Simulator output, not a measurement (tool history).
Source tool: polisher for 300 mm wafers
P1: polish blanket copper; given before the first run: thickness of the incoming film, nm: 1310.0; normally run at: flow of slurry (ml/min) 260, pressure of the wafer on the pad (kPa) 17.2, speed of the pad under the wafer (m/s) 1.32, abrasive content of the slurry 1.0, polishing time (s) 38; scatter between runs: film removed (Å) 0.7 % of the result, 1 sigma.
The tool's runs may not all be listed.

| run | hour | flow of slurry (ml/min) | pressure of the wafer on the pad (kPa) | speed of the pad under the wafer (m/s) | abrasive content of the slurry | polishing time (s) | wafers polished on this pad | hours since the slurry nozzle was cleaned | hours since the head pressure was calibrated | hours since the slurry blender was calibrated | film removed (Å) |
|---|---|---|---|---|---|---|---|---|---|---|---|
| 1 | 2.2 | 260 | 17.2 | 1.32 | 1.0 | 38 | 229 | 144.6 | 384.5 | 265.6 | 1354.60 |
| 2 | 5.7 | 260 | 17.2 | 1.32 | 1.0 | 58 | 271 | 148.1 | 388.0 | 269.1 | 2058.80 |
| 3 | 8.9 | 260 | 26.2 | 1.32 | 1.0 | 38 | 310 | 151.3 | 391.2 | 272.3 | 2055.20 |
| 4 | 12.6 | 260 | 17.2 | 1.32 | 1.0 | 38 | 354 | 155.0 | 394.9 | 276.0 | 1365.60 |
| 5 | 17.0 | 260 | 17.2 | 1.32 | 1.4 | 38 | 407 | 159.4 | 399.3 | 280.4 | 1469.30 |
| 6 | 21.2 | 260 | 17.2 | 0.84 | 1.0 | 38 | 458 | 163.6 | 403.5 | 284.6 | 861.80 |
| 7 | 24.8 | 260 | 17.2 | 1.32 | 1.0 | 38 | 502 | 167.2 | 407.1 | 288.2 | 1368.20 |
| 8 | 27.8 | 260 | 17.2 | 1.32 | 1.0 | 38 | 538 | 170.2 | 410.1 | 291.2 | 1355.70 |
| 9 | 31.0 | 260 | 17.2 | 2.00 | 1.0 | 38 | 576 | 173.4 | 413.3 | 294.4 | 2066.50 |
| 10 | 35.0 | 155 | 17.2 | 1.32 | 1.0 | 38 | 625 | 177.4 | 417.3 | 298.4 | 1276.00 |
| 11 | 38.6 | 260 | 17.2 | 1.32 | 1.0 | 38 | 668 | 181.0 | 420.9 | 302.0 | 1360.30 |
|  | 39.4 | worn pad replaced by a new one |
| 12 | 42.4 | 260 | 17.2 | 1.32 | 0.5 | 38 | 37 | 184.8 | 424.7 | 305.8 | 1165.10 |
| 13 | 45.1 | 260 | 8.3 | 1.32 | 1.0 | 38 | 69 | 187.5 | 427.4 | 308.5 | 646.34 |
| 14 | 48.3 | 260 | 17.2 | 1.32 | 1.0 | 19 | 108 | 190.7 | 430.6 | 311.7 | 675.99 |
| 15 | 51.0 | 260 | 17.2 | 1.86 | 1.0 | 25 | 140 | 193.4 | 433.3 | 314.4 | 1248.20 |
| 16 | 54.5 | 335 | 17.2 | 1.32 | 1.0 | 38 | 183 | 196.9 | 436.8 | 317.9 | 1389.10 |
| 17 | 56.4 | 260 | 17.2 | 1.32 | 1.0 | 38 | 205 | 198.8 | 438.7 | 319.8 | 1349.30 |
| 18 | 59.4 | 260 | 17.2 | 1.32 | 1.0 | 38 | 242 | 201.8 | 441.7 | 322.8 | 1356.80 |
| 19 | 62.1 | 260 | 17.2 | 1.32 | 1.0 | 38 | 274 | 204.5 | 444.4 | 325.5 | 1335.10 |

What will run 20 give?
| 20 | 66.1 | 260 | 17.2 | 1.32 | 1.0 | 38 | 322 | 208.5 | 448.4 | 329.5 | ? |

Run 20 gave film removed (Å) 1321.80.

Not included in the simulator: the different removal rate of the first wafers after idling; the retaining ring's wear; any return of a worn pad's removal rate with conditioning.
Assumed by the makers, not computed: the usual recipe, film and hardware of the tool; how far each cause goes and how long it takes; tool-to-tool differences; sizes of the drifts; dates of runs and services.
